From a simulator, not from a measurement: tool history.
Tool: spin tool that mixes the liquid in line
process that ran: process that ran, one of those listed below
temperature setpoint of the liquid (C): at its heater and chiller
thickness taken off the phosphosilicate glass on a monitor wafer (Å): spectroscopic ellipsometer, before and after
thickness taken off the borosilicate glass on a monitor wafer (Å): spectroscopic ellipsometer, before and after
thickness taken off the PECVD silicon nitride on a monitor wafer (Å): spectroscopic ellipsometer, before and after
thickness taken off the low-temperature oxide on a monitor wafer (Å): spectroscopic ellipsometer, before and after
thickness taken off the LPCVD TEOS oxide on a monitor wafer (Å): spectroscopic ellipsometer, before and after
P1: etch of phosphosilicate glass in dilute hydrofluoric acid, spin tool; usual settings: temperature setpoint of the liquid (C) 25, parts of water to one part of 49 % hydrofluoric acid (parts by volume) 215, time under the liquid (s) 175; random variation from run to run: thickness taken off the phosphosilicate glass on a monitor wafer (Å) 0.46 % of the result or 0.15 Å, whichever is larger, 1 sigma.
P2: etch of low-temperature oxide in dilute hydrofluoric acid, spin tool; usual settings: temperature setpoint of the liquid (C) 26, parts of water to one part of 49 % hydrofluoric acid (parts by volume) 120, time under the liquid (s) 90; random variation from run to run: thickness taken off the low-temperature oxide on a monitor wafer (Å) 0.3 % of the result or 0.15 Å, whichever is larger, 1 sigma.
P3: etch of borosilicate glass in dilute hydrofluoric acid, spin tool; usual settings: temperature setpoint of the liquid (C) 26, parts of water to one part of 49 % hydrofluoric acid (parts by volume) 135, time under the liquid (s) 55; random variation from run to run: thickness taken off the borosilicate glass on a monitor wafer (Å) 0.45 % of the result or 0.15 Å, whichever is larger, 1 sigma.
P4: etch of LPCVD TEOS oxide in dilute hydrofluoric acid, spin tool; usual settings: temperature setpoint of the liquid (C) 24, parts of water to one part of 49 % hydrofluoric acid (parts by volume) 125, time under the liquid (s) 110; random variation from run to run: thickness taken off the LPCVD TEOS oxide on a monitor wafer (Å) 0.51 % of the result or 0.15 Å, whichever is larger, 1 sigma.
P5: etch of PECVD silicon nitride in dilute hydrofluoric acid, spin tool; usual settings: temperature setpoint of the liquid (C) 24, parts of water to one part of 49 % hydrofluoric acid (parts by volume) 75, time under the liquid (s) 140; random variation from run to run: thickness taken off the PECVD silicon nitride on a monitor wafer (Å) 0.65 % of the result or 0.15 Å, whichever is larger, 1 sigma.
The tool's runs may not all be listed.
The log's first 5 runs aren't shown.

run	hour	process that ran	temperature setpoint of the liquid (C)	parts of water to one part of 49 % hydrofluoric acid (parts by volume)	time under the liquid (s)	hours since the thermometer was replaced	hours since the hydrofluoric acid flow meter was replaced	thickness taken off the phosphosilicate glass on a monitor wafer (Å)	thickness taken off the borosilicate glass on a monitor wafer (Å)	thickness taken off the PECVD silicon nitride on a monitor wafer (Å)	thickness taken off the low-temperature oxide on a monitor wafer (Å)	thickness taken off the LPCVD TEOS oxide on a monitor wafer (Å)
6	89.6	P1	25	75	175	244.6	502.7	1600.3				
7	107.8	P5	24	75	140	262.8	520.9			45.138		
8	126.3	P3	26	135	55	281.3	539.4		141.94			
9	138.8	P2	31.5	120	90	293.8	551.9				138.69	
10	149	P2	26	120	90	304	562.1				111.95	
11	165.2	P5	24	130	140	320.2	578.3			26.451		
12	177.8	P1	25	215	175	332.8	590.9	477.25				
13	192.4	P1	31.5	215	175	347.4	605.5	597.45				
14	204.2	P1	25	215	175	359.2	617.3	478.08				
15	215.6	P2	26	75	90	370.6	628.7				190.58	
16	227.3	P1	25	300	335	382.3	640.4	597.93				
17	244.1	P2	26	120	155	399.1	657.2				194.18	
18	258.5	P1	25	215	20	413.5	671.6	54.468				
19	272.1	P4	32	125	110	427.1	685.2					393.75
20	288.2	P3	19	135	55	443.2	701.3		107.92			
21	300	P1	25	215	175	455	713.1	472.68				
22	315.1	P4	24	70	110	470.1	728.2					560.69
23	327.9	P1	25	300	175	482.9	741	311.74				
24	338.2	P1	25	215	280	493.2	751.3	763.63				
# hour 344.2: hydrofluoric acid flow meter replaced
25	355.4	P5	24	75	45	510.4	11.2			14.734		
26	374.6	P3	26	135	55	529.6	30.4		141.44			
27	389.4	P4	24	125	110	544.4	45.2					296

The next listed run, before its measurement:
28	408.5	P1	19.5	215	175	563.5	64.3	?				

Run 28 gave thickness taken off the phosphosilicate glass on a monitor wafer (Å) 387.99.
